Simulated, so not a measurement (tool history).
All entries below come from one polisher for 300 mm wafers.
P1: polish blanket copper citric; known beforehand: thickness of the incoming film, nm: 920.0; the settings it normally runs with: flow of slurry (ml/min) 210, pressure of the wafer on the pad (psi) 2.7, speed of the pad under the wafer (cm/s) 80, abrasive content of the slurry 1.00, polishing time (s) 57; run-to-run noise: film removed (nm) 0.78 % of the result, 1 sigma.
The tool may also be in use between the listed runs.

run	day	flow of slurry (ml/min)	pressure of the wafer on the pad (psi)	speed of the pad under the wafer (cm/s)	abrasive content of the slurry	polishing time (s)	wafers polished on this pad	hours since the slurry nozzle was cleaned	hours since the head pressure was calibrated	hours since the slurry blender was calibrated	film removed (nm)
1	0.179	210	2.7	80	1.00	57	452	232.3	654.5	131.1	84.488
2	0.379	210	2.7	80	1.00	57	497	237.1	659.3	135.9	84.857
3	0.488	210	2.7	80	1.00	29	521	239.7	661.9	138.5	43.261
4	0.679	210	2.7	80	1.00	57	564	244.3	666.5	143.1	85.233
5	0.871	285	2.7	80	1.00	57	606	248.9	671.1	147.7	87.948
6	0.975	210	2.7	80	1.00	78	630	251.4	673.6	150.2	115.640
7	1.167	210	4.0	80	1.00	57	672	256.0	678.2	154.8	125.170
8	1.275	210	2.7	80	0.75	57	696	258.6	680.8	157.4	78.881
# day 1.425: head pressure recalibrated
9	1.488	210	1.6	80	1.30	57	744	263.7	1.6	162.5	54.062
10	1.638	210	2.7	80	1.35	40	777	267.3	5.2	166.1	63.222
# day 1.762: worn pad replaced by a new one
11	1.854	210	2.7	80	1.00	57	20	272.5	10.4	171.3	84.960
12	2.012	210	2.7	48	1.00	57	56	276.3	14.2	175.1	51.707
13	2.121	210	2.7	114	1.00	57	80	278.9	16.8	177.7	118.210
14	2.325	125	2.7	80	1.00	57	125	283.8	21.7	182.6	77.491
15	2.504	210	1.5	80	1.00	57	165	288.1	26.0	186.9	47.902
16	2.700	210	2.7	80	1.40	57	209	292.8	30.7	191.6	91.268
17	2.842	210	2.7	80	1.00	57	240	296.2	34.1	195.0	84.274
18	3.075	210	2.7	80	1.00	57	292	301.8	39.7	200.6	82.695
19	3.212	210	2.7	80	1.00	57	323	305.1	43.0	203.9	81.620
20	3.421	210	2.7	80	1.00	57	369	310.1	48.0	208.9	81.350
# day 3.483: worn pad replaced by a new one
# day 3.579: slurry blender recalibrated
21	3.604	210	2.7	80	1.00	57	27	314.5	52.4	0.6	80.645
22	3.829	210	2.7	80	1.00	57	77	319.9	57.8	6.0	80.421
23	3.946	210	2.7	80	1.00	57	103	322.7	60.6	8.8	80.579

Compared with where it was, what P1 gives has crept away. Each cause listed below fits the log as well as the rest, at the size given for it:
A: slurry flow missing at the pad, % = 30.5
B: head's pressure below its setpoint, % = 5.52
Creep in the process output first set in at about day 2.842.
Each remaining cause and why it is not a fit:
removal rate lost through wear of the pad, %: was serviced at day 3.483, once the creep was under way, yet the earlier output never came back
abrasive missing from the slurry, %: was serviced at day 3.579, once the creep was under way, yet the earlier output never came back

The list below offers 4 check runs, each averaging the results of 3 wafers, and shows each result as a question mark. For which of them would the listed causes give clearly different results?
check 1	4.062	210	1.8	80	1.00	57					?
check 2	4.062	125	1.7	80	1.00	57					?
check 3	4.062	210	2.7	106	1.00	75					?
check 4	4.062	210	2.7	50	1.30	57					?

How each check would come out, cause by cause:
check	result	if A	if B
check 1	film removed (nm)	54.367	54.412
check 2	film removed (nm)	45.796	47.379
check 3	film removed (nm)	138.730	138.650
check 4	film removed (nm)	54.139	54.194
Separation of the two closest causes in each check, using whichever result separates them best: check 1 0.08 %; check 2 3.4 %; check 3 0.05 %; check 4 0.1 %
Only check 2 tells the causes apart: in the others they would give nearly the same result.

Check 2 was then run and gave: film removed (nm) 47.727. Which cause is it?

The correct cause is B, namely: head's pressure below its setpoint, %.
